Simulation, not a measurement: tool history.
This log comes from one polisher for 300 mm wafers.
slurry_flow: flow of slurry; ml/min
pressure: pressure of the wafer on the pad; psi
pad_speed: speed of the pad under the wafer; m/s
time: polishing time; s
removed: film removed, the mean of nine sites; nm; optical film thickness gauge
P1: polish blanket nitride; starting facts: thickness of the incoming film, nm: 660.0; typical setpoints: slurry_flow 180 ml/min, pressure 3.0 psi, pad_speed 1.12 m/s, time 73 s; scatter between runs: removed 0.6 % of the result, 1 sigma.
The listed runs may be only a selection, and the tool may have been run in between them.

{"run": 1, "hour": 9.3, "slurry_flow": 180, "pressure": 3.0, "pad_speed": 1.12, "time": 73, "removed": 108.2}
{"run": 2, "hour": 20.1, "slurry_flow": 180, "pressure": 3.0, "pad_speed": 1.12, "time": 47, "removed": 69.099}
{"run": 3, "hour": 31.6, "slurry_flow": 180, "pressure": 3.0, "pad_speed": 1.12, "time": 73, "removed": 107.78}
{"run": 4, "hour": 42.1, "slurry_flow": 240, "pressure": 3.0, "pad_speed": 1.12, "time": 73, "removed": 112.05}
{"run": 5, "hour": 48.6, "slurry_flow": 110, "pressure": 3.0, "pad_speed": 0.54, "time": 73, "removed": 54.718}
{"run": 6, "hour": 56.1, "slurry_flow": 180, "pressure": 3.0, "pad_speed": 1.12, "time": 113, "removed": 165.55}
{"run": 7, "hour": 64.9, "slurry_flow": 180, "pressure": 3.0, "pad_speed": 1.12, "time": 73, "removed": 107.03}
{"run": 8, "hour": 74.8, "slurry_flow": 180, "pressure": 4.0, "pad_speed": 1.12, "time": 73, "removed": 142.25}
{"hour": 76.7, "done": "worn pad replaced by a new one"}
{"run": 9, "hour": 84.7, "slurry_flow": 180, "pressure": 3.0, "pad_speed": 0.64, "time": 73, "removed": 68.338}
{"run": 10, "hour": 95.3, "slurry_flow": 110, "pressure": 3.0, "pad_speed": 1.12, "time": 73, "removed": 97.566}
{"run": 11, "hour": 101.8, "slurry_flow": 180, "pressure": 3.0, "pad_speed": 1.12, "time": 73, "removed": 107.26}
{"run": 12, "hour": 112.3, "slurry_flow": 180, "pressure": 3.0, "pad_speed": 1.74, "time": 73, "removed": 152.03}
{"run": 13, "hour": 119.1, "slurry_flow": 180, "pressure": 1.7, "pad_speed": 1.12, "time": 73, "removed": 60.684}

Run 14, settings as shown, results not yet in. Your forecast:
{"run": 14, "hour": 125.0, "slurry_flow": 180, "pressure": 3.0, "pad_speed": 1.12, "time": 73, "removed": "?"}

removed: 106.230 nm
